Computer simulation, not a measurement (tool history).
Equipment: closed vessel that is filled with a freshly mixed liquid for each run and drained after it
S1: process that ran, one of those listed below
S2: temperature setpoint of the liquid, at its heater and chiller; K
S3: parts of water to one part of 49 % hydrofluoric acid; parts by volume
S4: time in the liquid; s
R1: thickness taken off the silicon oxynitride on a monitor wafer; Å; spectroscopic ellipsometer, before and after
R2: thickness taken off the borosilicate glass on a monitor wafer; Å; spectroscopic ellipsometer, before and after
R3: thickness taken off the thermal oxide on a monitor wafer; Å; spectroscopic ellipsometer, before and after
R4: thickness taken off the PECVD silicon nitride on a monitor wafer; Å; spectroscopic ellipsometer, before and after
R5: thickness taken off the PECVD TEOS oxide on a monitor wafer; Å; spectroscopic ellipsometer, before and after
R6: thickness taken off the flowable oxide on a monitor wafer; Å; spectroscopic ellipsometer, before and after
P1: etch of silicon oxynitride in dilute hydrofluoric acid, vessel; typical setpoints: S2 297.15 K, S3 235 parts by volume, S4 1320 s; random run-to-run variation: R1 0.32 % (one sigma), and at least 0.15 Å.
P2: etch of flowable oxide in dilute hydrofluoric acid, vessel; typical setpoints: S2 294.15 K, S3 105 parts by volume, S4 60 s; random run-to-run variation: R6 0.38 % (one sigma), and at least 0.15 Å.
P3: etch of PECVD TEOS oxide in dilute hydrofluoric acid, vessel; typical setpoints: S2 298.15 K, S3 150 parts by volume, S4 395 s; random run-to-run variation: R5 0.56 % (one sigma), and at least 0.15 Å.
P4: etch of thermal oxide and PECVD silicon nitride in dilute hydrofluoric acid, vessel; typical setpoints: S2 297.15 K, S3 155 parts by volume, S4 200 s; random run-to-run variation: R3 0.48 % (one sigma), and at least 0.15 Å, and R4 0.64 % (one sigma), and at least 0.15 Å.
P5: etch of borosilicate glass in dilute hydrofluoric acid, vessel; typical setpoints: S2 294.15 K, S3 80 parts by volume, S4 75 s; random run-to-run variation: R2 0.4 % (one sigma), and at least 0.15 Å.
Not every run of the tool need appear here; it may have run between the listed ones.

| run | day | S1 | S2 | S3 | S4 | R1 | R2 | R3 | R4 | R5 | R6 |
|---|---|---|---|---|---|---|---|---|---|---|---|
| 1 | 0.383 | P1 | 297.15 | 235 | 1320 | 103.2 |  |  |  |  |  |
| 2 | 0.688 | P1 | 293.15 | 235 | 1320 | 86.3 |  |  |  |  |  |
| 3 | 1.112 | P5 | 294.15 | 80 | 30 |  | 117.8 |  |  |  |  |
| 4 | 1.4 | P1 | 297.15 | 235 | 575 | 45.111 |  |  |  |  |  |
| 5 | 1.738 | P4 | 297.15 | 50 | 200 |  |  | 190.97 | 139.83 |  |  |
| 6 | 1.962 | P5 | 298.15 | 80 | 75 |  | 347.01 |  |  |  |  |
| 7 | 2.333 | P5 | 294.15 | 80 | 75 |  | 295.79 |  |  |  |  |
| 8 | 2.821 | P1 | 297.15 | 235 | 1320 | 103.73 |  |  |  |  |  |
| 9 | 3.1 | P3 | 298.15 | 215 | 395 |  |  |  |  | 244.65 |  |
| 10 | 3.417 | P1 | 297.15 | 235 | 1320 | 103.75 |  |  |  |  |  |
| 11 | 3.867 | P1 | 297.15 | 75 | 1320 | 369.52 |  |  |  |  |  |
| 12 | 4.1 | P3 | 298.15 | 150 | 160 |  |  |  |  | 152.66 |  |
| 13 | 4.517 | P1 | 297.15 | 350 | 1320 | 64.574 |  |  |  |  |  |
| 14 | 4.967 | P3 | 292.65 | 150 | 395 |  |  |  |  | 303.86 |  |
| 15 | 5.408 | P1 | 297.15 | 235 | 2010 | 157.27 |  |  |  |  |  |
| 16 | 5.792 | P1 | 297.15 | 235 | 1320 | 103.56 |  |  |  |  |  |
| 17 | 6.229 | P1 | 292.65 | 235 | 745 | 47.586 |  |  |  |  |  |
| 18 | 6.671 | P3 | 298.15 | 150 | 395 |  |  |  |  | 378.68 |  |
| 19 | 7.142 | P2 | 294.15 | 105 | 60 |  |  |  |  |  | 171.29 |
| 20 | 7.625 | P1 | 297.15 | 235 | 1320 | 103.97 |  |  |  |  |  |
| 21 | 7.888 | P4 | 297.15 | 155 | 200 |  |  | 53.979 | 46.037 |  |  |
| 22 | 8.146 | P5 | 294.15 | 80 | 75 |  | 293.47 |  |  |  |  |
| 23 | 8.517 | P2 | 294.15 | 25 | 60 |  |  |  |  |  | 791.35 |
| 24 | 8.812 | P4 | 297.15 | 155 | 30 |  |  | 8.1473 | 6.7371 |  |  |
| 25 | 9.15 | P2 | 294.15 | 105 | 35 |  |  |  |  |  | 99.78 |
| 26 | 9.408 | P5 | 294.15 | 20 | 75 |  | 1270 |  |  |  |  |
| 27 | 9.883 | P2 | 290.15 | 105 | 60 |  |  |  |  |  | 145.27 |
| 28 | 10.146 | P1 | 305.15 | 235 | 1320 | 145.03 |  |  |  |  |  |
| 29 | 10.6 | P4 | 304.65 | 155 | 200 |  |  | 70.291 | 73.252 |  |  |
| 30 | 10.871 | P1 | 297.15 | 235 | 1320 | 104.05 |  |  |  |  |  |
| 31 | 11.133 | P1 | 297.15 | 235 | 1320 | 106.02 |  |  |  |  |  |
| 32 | 11.579 | P1 | 297.15 | 235 | 1320 | 107.94 |  |  |  |  |  |
| 33 | 11.808 | P1 | 297.15 | 235 | 1320 | 108.69 |  |  |  |  |  |
| 34 | 12.204 | P1 | 297.15 | 235 | 1320 | 109.39 |  |  |  |  |  |
| 35 | 12.617 | P1 | 297.15 | 235 | 1320 | 110.09 |  |  |  |  |  |
| 36 | 13.112 | P1 | 297.15 | 235 | 1320 | 109.75 |  |  |  |  |  |
| 37 | 13.538 | P1 | 297.15 | 235 | 1320 | 110.35 |  |  |  |  |  |

The next listed run, before its measurement:
| 38 | 13.808 | P1 | 297.15 | 235 | 1320 | ? |  |  |  |  |  |

For run 38 the tool returned R1 109.86 Å.
